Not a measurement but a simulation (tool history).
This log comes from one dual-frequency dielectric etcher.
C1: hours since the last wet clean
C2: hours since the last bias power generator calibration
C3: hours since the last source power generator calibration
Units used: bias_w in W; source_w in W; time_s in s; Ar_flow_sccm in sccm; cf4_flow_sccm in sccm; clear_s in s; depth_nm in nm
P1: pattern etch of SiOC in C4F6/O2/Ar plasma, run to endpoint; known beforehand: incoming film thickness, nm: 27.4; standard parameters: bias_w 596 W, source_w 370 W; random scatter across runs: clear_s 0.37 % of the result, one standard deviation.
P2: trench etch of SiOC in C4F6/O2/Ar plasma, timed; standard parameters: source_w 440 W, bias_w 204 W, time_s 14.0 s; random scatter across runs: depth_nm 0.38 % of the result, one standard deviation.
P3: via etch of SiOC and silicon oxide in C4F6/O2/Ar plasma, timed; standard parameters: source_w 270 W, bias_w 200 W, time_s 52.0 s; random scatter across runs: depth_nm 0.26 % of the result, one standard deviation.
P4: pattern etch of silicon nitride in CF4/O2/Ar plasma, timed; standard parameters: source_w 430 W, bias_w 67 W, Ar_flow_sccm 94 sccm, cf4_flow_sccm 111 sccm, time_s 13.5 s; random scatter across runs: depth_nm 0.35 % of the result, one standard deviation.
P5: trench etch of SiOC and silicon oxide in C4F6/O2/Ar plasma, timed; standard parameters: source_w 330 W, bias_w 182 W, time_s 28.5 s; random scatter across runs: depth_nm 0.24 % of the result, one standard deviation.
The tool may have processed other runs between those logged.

run 1 hour=11.0 | process=P1 bias_w=596 source_w=370 | C1=215.7 C2=1562.5 C3=985.2 | clear_s=8.7554
run 2 hour=23.2 | process=P1 bias_w=596 source_w=460 | C1=227.9 C2=1574.7 C3=997.4 | clear_s=8.0878
run 3 hour=35.8 | process=P2 bias_w=204 source_w=320 time_s=14.0 | C1=240.5 C2=1587.3 C3=1010.0 | depth_nm=27.986
run 4 hour=51.0 | process=P5 bias_w=182 source_w=330 time_s=35.5 | C1=255.7 C2=1602.5 C3=1025.2 | depth_nm=65.293
run 5 hour=63.2 | process=P4 bias_w=52 source_w=430 time_s=13.5 Ar_flow_sccm=94 cf4_flow_sccm=111 | C1=267.9 C2=1614.7 C3=1037.4 | depth_nm=23.742
run 6 hour=74.4 | process=P1 bias_w=596 source_w=370 | C1=279.1 C2=1625.9 C3=1048.6 | clear_s=8.7030
run 7 hour=84.7 | process=P5 bias_w=182 source_w=330 time_s=28.5 | C1=289.4 C2=1636.2 C3=1058.9 | depth_nm=52.462
run 8 hour=97.9 | process=P5 bias_w=182 source_w=420 time_s=28.5 | C1=302.6 C2=1649.4 C3=1072.1 | depth_nm=57.674
run 9 hour=105.6 | process=P1 bias_w=596 source_w=260 | C1=310.3 C2=1657.1 C3=1079.8 | clear_s=9.9517
run 10 hour=120.3 | process=P3 bias_w=200 source_w=270 time_s=63.5 | C1=325.0 C2=1671.8 C3=1094.5 | depth_nm=62.107
run 11 hour=128.1 | process=P2 bias_w=204 source_w=440 time_s=14.0 | C1=332.8 C2=1679.6 C3=1102.3 | depth_nm=31.304
run 12 hour=138.4 | process=P2 bias_w=204 source_w=440 time_s=19.0 | C1=343.1 C2=1689.9 C3=1112.6 | depth_nm=42.957
run 13 hour=149.5 | process=P5 bias_w=112 source_w=330 time_s=28.5 | C1=354.2 C2=1701.0 C3=1123.7 | depth_nm=45.402
run 14 hour=164.9 | process=P2 bias_w=285 source_w=440 time_s=14.0 | C1=369.6 C2=1716.4 C3=1139.1 | depth_nm=35.333
run 15 hour=175.7 | process=P1 bias_w=469 source_w=460 | C1=380.4 C2=1727.2 C3=1149.9 | clear_s=8.8013
run 16 hour=188.0 | process=P3 bias_w=200 source_w=340 time_s=52.0 | C1=392.7 C2=1739.5 C3=1162.2 | depth_nm=55.786
run 17 hour=203.3 | process=P5 bias_w=182 source_w=330 time_s=28.5 | C1=408.0 C2=1754.8 C3=1177.5 | depth_nm=52.401
run 18 hour=216.3 | process=P4 bias_w=67 source_w=430 time_s=17.5 Ar_flow_sccm=94 cf4_flow_sccm=111 | C1=421.0 C2=1767.8 C3=1190.5 | depth_nm=33.881
run 19 hour=231.8 | process=P1 bias_w=596 source_w=370 | C1=436.5 C2=1783.3 C3=1206.0 | clear_s=8.6872
run 20 hour=244.5 | process=P1 bias_w=596 source_w=370 | C1=449.2 C2=1796.0 C3=1218.7 | clear_s=8.7385
-- hour=247.4 source power generator calibrated
run 21 hour=260.1 | process=P1 bias_w=393 source_w=370 | C1=464.8 C2=1811.6 C3=12.8 | clear_s=10.1760
run 22 hour=271.4 | process=P3 bias_w=200 source_w=270 time_s=52.0 | C1=476.1 C2=1822.9 C3=24.1 | depth_nm=50.853
run 23 hour=279.5 | process=P1 bias_w=596 source_w=370 | C1=484.2 C2=1831.0 C3=32.2 | clear_s=8.7512
run 24 hour=288.4 | process=P1 bias_w=751 source_w=370 | C1=493.1 C2=1839.9 C3=41.1 | clear_s=7.9742
run 25 hour=295.6 | process=P4 bias_w=67 source_w=430 time_s=13.5 Ar_flow_sccm=130 cf4_flow_sccm=111 | C1=500.3 C2=1847.1 C3=48.3 | depth_nm=25.244
run 26 hour=306.2 | process=P4 bias_w=67 source_w=300 time_s=13.5 Ar_flow_sccm=94 cf4_flow_sccm=111 | C1=510.9 C2=1857.7 C3=58.9 | depth_nm=19.263
run 27 hour=314.0 | process=P4 bias_w=67 source_w=430 time_s=13.5 Ar_flow_sccm=94 cf4_flow_sccm=71 | C1=518.7 C2=1865.5 C3=66.7 | depth_nm=25.117
run 28 hour=324.5 | process=P1 bias_w=596 source_w=370 | C1=529.2 C2=1876.0 C3=77.2 | clear_s=8.6965
run 29 hour=335.1 | process=P4 bias_w=67 source_w=430 time_s=13.5 Ar_flow_sccm=94 cf4_flow_sccm=111 | C1=539.8 C2=1886.6 C3=87.8 | depth_nm=26.243
run 30 hour=350.9 | process=P3 bias_w=244 source_w=270 time_s=52.0 | C1=555.6 C2=1902.4 C3=103.6 | depth_nm=54.653
run 31 hour=361.9 | process=P1 bias_w=596 source_w=370 | C1=566.6 C2=1913.4 C3=114.6 | clear_s=8.7389
run 32 hour=372.3 | process=P1 bias_w=596 source_w=370 | C1=577.0 C2=1923.8 C3=125.0 | clear_s=8.7966
run 33 hour=385.8 | process=P1 bias_w=596 source_w=370 | C1=590.5 C2=1937.3 C3=138.5 | clear_s=8.8231
run 34 hour=393.0 | process=P1 bias_w=596 source_w=370 | C1=597.7 C2=1944.5 C3=145.7 | clear_s=8.8639
run 35 hour=405.9 | process=P1 bias_w=596 source_w=370 | C1=610.6 C2=1957.4 C3=158.6 | clear_s=8.9081
run 36 hour=414.6 | process=P1 bias_w=596 source_w=370 | C1=619.3 C2=1966.1 C3=167.3 | clear_s=8.8179
run 37 hour=430.3 | process=P1 bias_w=596 source_w=370 | C1=635.0 C2=1981.8 C3=183.0 | clear_s=8.8951
-- hour=432.9 wet clean of the chamber
run 38 hour=443.5 | process=P1 bias_w=596 source_w=370 | C1=10.7 C2=1995.0 C3=196.2 | clear_s=8.8948
run 39 hour=451.5 | process=P1 bias_w=596 source_w=370 | C1=18.7 C2=2003.0 C3=204.2 | clear_s=8.8334
run 40 hour=459.5 | process=P1 bias_w=596 source_w=370 | C1=26.7 C2=2011.0 C3=212.2 | clear_s=8.9259

P1 no longer gives what it gave before; its output has crept away from where it was. The following 2 causes, each at its listed size, fit the log equally well:
A: source power that arrives under what is set, % = 4.96
B: bias power that arrives under what is set, % = 4.74
The gradual shift began around hour 361.9.
What rules out each remaining cause:
chamber walls in a state that lowers the etch rate, %: maintenance at hour 432.9, after the shift began, did not return the process to its former output

Consider the 4 single-wafer check runs listed below, results given as question marks: which one distinguishes between the causes by giving clearly different results for each?
run check 1 hour=467.5 | process=P3 bias_w=200 source_w=270 time_s=52.0 | depth_nm=?
run check 2 hour=467.5 | process=P5 bias_w=182 source_w=330 time_s=28.5 | depth_nm=?
run check 3 hour=467.5 | process=P2 bias_w=204 source_w=440 time_s=14.0 | depth_nm=?
run check 4 hour=467.5 | process=P4 bias_w=67 source_w=430 time_s=13.5 Ar_flow_sccm=94 cf4_flow_sccm=111 | depth_nm=?

What each check would give under each cause:
check=check_1 result=depth_nm if_A=49.880 if_B=50.034
check=check_2 result=depth_nm if_A=51.532 if_B=51.746
check=check_3 result=depth_nm if_A=30.853 if_B=30.980
check=check_4 result=depth_nm if_A=25.000 if_B=25.636
Minimum pairwise separation of causes per check, each pair taken at its best-separating result: check 1 0.31 %; check 2 0.41 %; check 3 0.41 %; check 4 2.51 %
Only check 4 tells the causes apart: in the others they would give nearly the same result.

Check 4 was carried out, with these results: depth_nm 25.710 nm. Which of the listed causes is responsible?

The cause is B: bias power that arrives under what is set, %.
